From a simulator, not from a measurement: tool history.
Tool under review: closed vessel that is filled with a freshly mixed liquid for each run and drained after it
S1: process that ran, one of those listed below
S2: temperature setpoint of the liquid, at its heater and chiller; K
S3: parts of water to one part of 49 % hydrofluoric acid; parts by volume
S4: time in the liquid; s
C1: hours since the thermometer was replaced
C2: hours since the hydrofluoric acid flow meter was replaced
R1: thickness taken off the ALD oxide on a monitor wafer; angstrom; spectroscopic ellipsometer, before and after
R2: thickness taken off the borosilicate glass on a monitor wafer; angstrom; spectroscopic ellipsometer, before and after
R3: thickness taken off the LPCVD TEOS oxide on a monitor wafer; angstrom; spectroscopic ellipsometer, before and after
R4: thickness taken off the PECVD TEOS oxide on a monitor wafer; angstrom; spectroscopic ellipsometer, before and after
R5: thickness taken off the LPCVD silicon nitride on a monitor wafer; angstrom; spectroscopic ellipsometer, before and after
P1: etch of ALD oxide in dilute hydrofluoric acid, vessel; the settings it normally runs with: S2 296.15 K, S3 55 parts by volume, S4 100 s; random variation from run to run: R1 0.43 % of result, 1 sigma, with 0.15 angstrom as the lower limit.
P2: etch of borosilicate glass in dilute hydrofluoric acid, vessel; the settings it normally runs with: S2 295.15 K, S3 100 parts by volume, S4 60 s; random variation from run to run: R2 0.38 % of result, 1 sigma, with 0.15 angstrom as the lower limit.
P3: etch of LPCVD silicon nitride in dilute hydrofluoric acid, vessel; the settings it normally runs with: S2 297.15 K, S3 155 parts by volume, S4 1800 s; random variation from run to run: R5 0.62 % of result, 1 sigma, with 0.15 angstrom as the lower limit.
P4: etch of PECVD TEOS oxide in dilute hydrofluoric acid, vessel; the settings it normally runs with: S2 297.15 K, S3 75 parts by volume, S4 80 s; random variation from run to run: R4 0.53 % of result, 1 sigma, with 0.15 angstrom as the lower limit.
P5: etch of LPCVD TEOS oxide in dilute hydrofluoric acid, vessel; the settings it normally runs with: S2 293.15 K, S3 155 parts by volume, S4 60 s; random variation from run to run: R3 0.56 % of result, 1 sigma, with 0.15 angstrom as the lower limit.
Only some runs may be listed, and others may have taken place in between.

run,hour,S1,S2,S3,S4,C1,C2,R1,R2,R3,R4,R5
1,6.7,P1,296.15,55,100,288.2,966.0,306.310,,,,
2,10.9,P1,296.15,55,100,292.4,970.2,304.470,,,,
3,17.3,P1,296.15,20,100,298.8,976.6,877.900,,,,
4,25.2,P2,295.15,100,60,306.7,984.5,,218.00,,,
5,32.9,P5,301.65,155,60,314.4,992.2,,,249.14,,
6,38.3,P4,305.15,75,80,319.8,997.6,,,,178.92,
7,45.3,P1,296.15,55,100,326.8,1004.6,304.750,,,,
8,49.2,P4,297.15,75,155,330.7,1008.5,,,,254.18,
9,54.3,P4,297.15,75,80,335.8,1013.6,,,,130.48,
10,57.9,P2,295.15,165,60,339.4,1017.2,,123.29,,,
11,63.3,P3,301.15,155,1800,344.8,1022.6,,,,,68.015
12,68.3,P2,302.15,100,60,349.8,1027.6,,285.75,,,
13,74.5,P4,297.15,20,80,356.0,1033.8,,,,530.52,
14,80.1,P1,301.65,85,100,361.6,1039.4,236.720,,,,
15,86.5,P4,297.15,75,80,368.0,1045.8,,,,131.52,
16,92.2,P2,295.15,100,60,373.7,1051.5,,216.57,,,
17,97.0,P3,297.15,155,2750,378.5,1056.3,,,,,80.895
18,104.5,P1,290.15,55,100,386.0,1063.8,238.850,,,,
19,112.5,P3,297.15,275,1800,394.0,1071.8,,,,,29.923
20,117.4,P5,293.15,250,60,398.9,1076.7,,,101.46,,
21,124.5,P5,293.15,155,60,406.0,1083.8,,,178.23,,
22,131.5,P1,292.15,55,40,413.0,1090.8,102.480,,,,
23,137.8,P1,296.15,80,100,419.3,1097.1,203.260,,,,
24,141.4,P1,296.15,55,190,422.9,1100.7,578.370,,,,
25,149.1,P1,303.65,55,100,430.6,1108.4,412.910,,,,
26,155.3,P1,302.65,55,35,436.8,1114.6,138.640,,,,
27,161.6,P5,293.15,155,105,443.1,1120.9,,,313.72,,
28,168.9,P1,296.15,55,30,450.4,1128.2,92.197,,,,
29,176.9,P1,296.15,55,100,458.4,1136.2,305.640,,,,
30,180.5,P1,296.15,55,100,462.0,1139.8,306.900,,,,
31,187.5,P1,296.15,55,100,469.0,1146.8,305.950,,,,
32,192.2,P3,297.15,155,1800,473.7,1151.5,,,,,53.107
33,200.1,P2,295.15,100,30,481.6,1159.4,,108.50,,,
34,208.0,P1,296.15,55,100,489.5,1167.3,306.620,,,,
35,213.7,P1,296.15,55,100,495.2,1173.0,299.520,,,,
36,218.5,P1,296.15,55,100,500.0,1177.8,294.500,,,,
37,224.5,P1,296.15,55,100,506.0,1183.8,289.510,,,,
38,232.0,P1,296.15,55,100,513.5,1191.3,287.270,,,,
39,238.3,P1,296.15,55,100,519.8,1197.6,285.490,,,,
40,244.9,P1,296.15,55,100,526.4,1204.2,283.670,,,,
41,252.1,P1,296.15,55,100,533.6,1211.4,280.450,,,,
42,256.7,P1,296.15,55,100,538.2,1216.0,281.820,,,,
43,261.7,P1,296.15,55,100,543.2,1221.0,282.340,,,,
44,267.0,P1,296.15,55,100,548.5,1226.3,282.550,,,,

Compared with where it was, what P1 gives has crept away. Each cause listed below fits the log as well as the rest, at the size given for it:
A: liquid colder than its thermometer reads (K) = 2.01
B: hydrofluoric acid flow below the setpoint (%) = 7.48
At approximately hour 208.0, the process output began to creep.

Consider the 4 single-wafer check runs listed below, results given as question marks: which one distinguishes between the causes by giving clearly different results for each?
check 1,272.3,P4,297.15,75,80,,,,,,?,
check 2,272.3,P2,295.15,100,60,,,,?,,,
check 3,272.3,P5,293.15,155,60,,,,,?,,
check 4,272.3,P3,297.15,155,1800,,,,,,,?

If the cause were each of the candidates in turn, the checks would give the following:
check,result,if A,if B
check 1,R4,120.90,120.47
check 2,R2,199.59,198.54
check 3,R3,165.63,163.98
check 4,R5,46.699,49.271
Per check, the gap between the least separated pair of causes, taken in the result that splits them most: check 1 0.36 %; check 2 0.53 %; check 3 1 %; check 4 5.36 %
Of the check runs offered, only check 4 discriminates between the causes; the rest would read about the same regardless of which cause applies.

Running check 4 produced the following: R5 49.016 angstrom. Which one of the listed causes fits?

B is the cause: hydrofluoric acid flow below the setpoint (%).

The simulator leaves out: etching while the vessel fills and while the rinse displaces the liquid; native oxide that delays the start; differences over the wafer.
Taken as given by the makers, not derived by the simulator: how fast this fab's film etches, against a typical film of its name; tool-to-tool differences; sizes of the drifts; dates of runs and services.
